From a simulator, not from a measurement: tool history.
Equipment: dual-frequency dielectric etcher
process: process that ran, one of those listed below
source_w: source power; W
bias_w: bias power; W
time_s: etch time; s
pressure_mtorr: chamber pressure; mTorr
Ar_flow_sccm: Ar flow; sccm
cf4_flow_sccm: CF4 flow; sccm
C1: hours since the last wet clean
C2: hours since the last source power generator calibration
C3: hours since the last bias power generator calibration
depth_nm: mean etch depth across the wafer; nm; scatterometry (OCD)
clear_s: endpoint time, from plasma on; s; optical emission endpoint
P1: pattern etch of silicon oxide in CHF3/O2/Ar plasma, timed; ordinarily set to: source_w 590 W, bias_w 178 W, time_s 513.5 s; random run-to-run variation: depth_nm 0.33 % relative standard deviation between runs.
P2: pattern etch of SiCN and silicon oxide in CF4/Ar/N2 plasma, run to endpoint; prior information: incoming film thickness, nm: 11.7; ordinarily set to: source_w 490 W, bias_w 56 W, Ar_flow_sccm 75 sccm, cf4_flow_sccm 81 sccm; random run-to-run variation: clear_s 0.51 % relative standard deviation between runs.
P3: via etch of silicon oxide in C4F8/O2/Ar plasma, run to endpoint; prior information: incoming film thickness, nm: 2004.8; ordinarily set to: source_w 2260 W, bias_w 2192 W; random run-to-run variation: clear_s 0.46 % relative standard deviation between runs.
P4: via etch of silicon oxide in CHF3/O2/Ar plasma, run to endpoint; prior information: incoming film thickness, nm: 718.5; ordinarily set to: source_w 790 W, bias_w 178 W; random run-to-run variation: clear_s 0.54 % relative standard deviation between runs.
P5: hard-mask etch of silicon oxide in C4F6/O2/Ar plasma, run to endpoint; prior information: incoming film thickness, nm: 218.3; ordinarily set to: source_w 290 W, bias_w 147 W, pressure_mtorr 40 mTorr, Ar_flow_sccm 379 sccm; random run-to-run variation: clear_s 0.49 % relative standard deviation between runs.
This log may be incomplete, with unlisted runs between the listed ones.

run 1 day=0.175 | process=P1 source_w=590 bias_w=178 time_s=513.5 | C1=287.3 C2=1523.9 C3=1291.8 | depth_nm=982.98
run 2 day=0.362 | process=P1 source_w=590 bias_w=178 time_s=513.5 | C1=291.8 C2=1528.4 C3=1296.3 | depth_nm=989.01
run 3 day=0.562 | process=P5 source_w=290 bias_w=147 pressure_mtorr=40 Ar_flow_sccm=306 | C1=296.6 C2=1533.2 C3=1301.1 | clear_s=86.341
run 4 day=0.796 | process=P5 source_w=290 bias_w=147 pressure_mtorr=40 Ar_flow_sccm=379 | C1=302.2 C2=1538.8 C3=1306.7 | clear_s=88.937
run 5 day=1.012 | process=P1 source_w=590 bias_w=236 time_s=513.5 | C1=307.4 C2=1544.0 C3=1311.9 | depth_nm=1088.50
run 6 day=1.129 | process=P1 source_w=590 bias_w=178 time_s=689.0 | C1=310.2 C2=1546.8 C3=1314.7 | depth_nm=1329.30
run 7 day=1.229 | process=P5 source_w=290 bias_w=147 pressure_mtorr=28 Ar_flow_sccm=379 | C1=312.6 C2=1549.2 C3=1317.1 | clear_s=84.933
run 8 day=1.442 | process=P1 source_w=590 bias_w=178 time_s=513.5 | C1=317.7 C2=1554.3 C3=1322.2 | depth_nm=988.22
run 9 day=1.617 | process=P1 source_w=700 bias_w=236 time_s=513.5 | C1=321.9 C2=1558.5 C3=1326.4 | depth_nm=1161.50
run 10 day=1.817 | process=P2 source_w=490 bias_w=56 Ar_flow_sccm=56 cf4_flow_sccm=81 | C1=326.7 C2=1563.3 C3=1331.2 | clear_s=12.675
run 11 day=1.950 | process=P1 source_w=720 bias_w=178 time_s=350.5 | C1=329.9 C2=1566.5 C3=1334.4 | depth_nm=728.95
run 12 day=2.158 | process=P3 source_w=2960 bias_w=2192 | C1=334.9 C2=1571.5 C3=1339.4 | clear_s=327.180
run 13 day=2.375 | process=P1 source_w=590 bias_w=105 time_s=513.5 | C1=340.1 C2=1576.7 C3=1344.6 | depth_nm=832.55
run 14 day=2.504 | process=P5 source_w=290 bias_w=192 pressure_mtorr=40 Ar_flow_sccm=379 | C1=343.2 C2=1579.8 C3=1347.7 | clear_s=81.709
run 15 day=2.650 | process=P1 source_w=430 bias_w=131 time_s=513.5 | C1=346.7 C2=1583.3 C3=1351.2 | depth_nm=790.67
run 16 day=2.846 | process=P5 source_w=290 bias_w=147 pressure_mtorr=40 Ar_flow_sccm=379 | C1=351.4 C2=1588.0 C3=1355.9 | clear_s=88.797
run 17 day=2.979 | process=P3 source_w=2260 bias_w=3062 | C1=354.6 C2=1591.2 C3=1359.1 | clear_s=330.380
run 18 day=3.112 | process=P2 source_w=490 bias_w=56 Ar_flow_sccm=75 cf4_flow_sccm=81 | C1=357.8 C2=1594.4 C3=1362.3 | clear_s=13.168
run 19 day=3.250 | process=P1 source_w=590 bias_w=178 time_s=513.5 | C1=361.1 C2=1597.7 C3=1365.6 | depth_nm=983.45
run 20 day=3.358 | process=P1 source_w=590 bias_w=178 time_s=513.5 | C1=363.7 C2=1600.3 C3=1368.2 | depth_nm=992.54
run 21 day=3.571 | process=P4 source_w=790 bias_w=134 | C1=368.8 C2=1605.4 C3=1373.3 | clear_s=362.620
run 22 day=3.712 | process=P4 source_w=790 bias_w=178 | C1=372.2 C2=1608.8 C3=1376.7 | clear_s=330.820
run 23 day=3.892 | process=P4 source_w=460 bias_w=178 | C1=376.5 C2=1613.1 C3=1381.0 | clear_s=405.170
run 24 day=4.108 | process=P2 source_w=490 bias_w=68 Ar_flow_sccm=75 cf4_flow_sccm=81 | C1=381.7 C2=1618.3 C3=1386.2 | clear_s=12.480
run 25 day=4.217 | process=P1 source_w=590 bias_w=178 time_s=342.5 | C1=384.3 C2=1620.9 C3=1388.8 | depth_nm=660.86
run 26 day=4.404 | process=P2 source_w=490 bias_w=56 Ar_flow_sccm=75 cf4_flow_sccm=97 | C1=388.8 C2=1625.4 C3=1393.3 | clear_s=12.876
run 27 day=4.550 | process=P2 source_w=490 bias_w=56 Ar_flow_sccm=75 cf4_flow_sccm=81 | C1=392.3 C2=1628.9 C3=1396.8 | clear_s=13.148
run 28 day=4.742 | process=P3 source_w=2260 bias_w=2192 | C1=396.9 C2=1633.5 C3=1401.4 | clear_s=366.330
run 29 day=4.917 | process=P1 source_w=430 bias_w=178 time_s=513.5 | C1=401.1 C2=1637.7 C3=1405.6 | depth_nm=878.91
run 30 day=5.146 | process=P1 source_w=750 bias_w=178 time_s=513.5 | C1=406.6 C2=1643.2 C3=1411.1 | depth_nm=1090.60
run 31 day=5.338 | process=P5 source_w=350 bias_w=147 pressure_mtorr=40 Ar_flow_sccm=379 | C1=411.2 C2=1647.8 C3=1415.7 | clear_s=82.115

Estimate the outcome of run 32 from the log above:
run 32 day=5.546 | process=P1 source_w=590 bias_w=178 time_s=513.5 | C1=416.2 C2=1652.8 C3=1420.7 | depth_nm=?

depth_nm: 989.90 nm
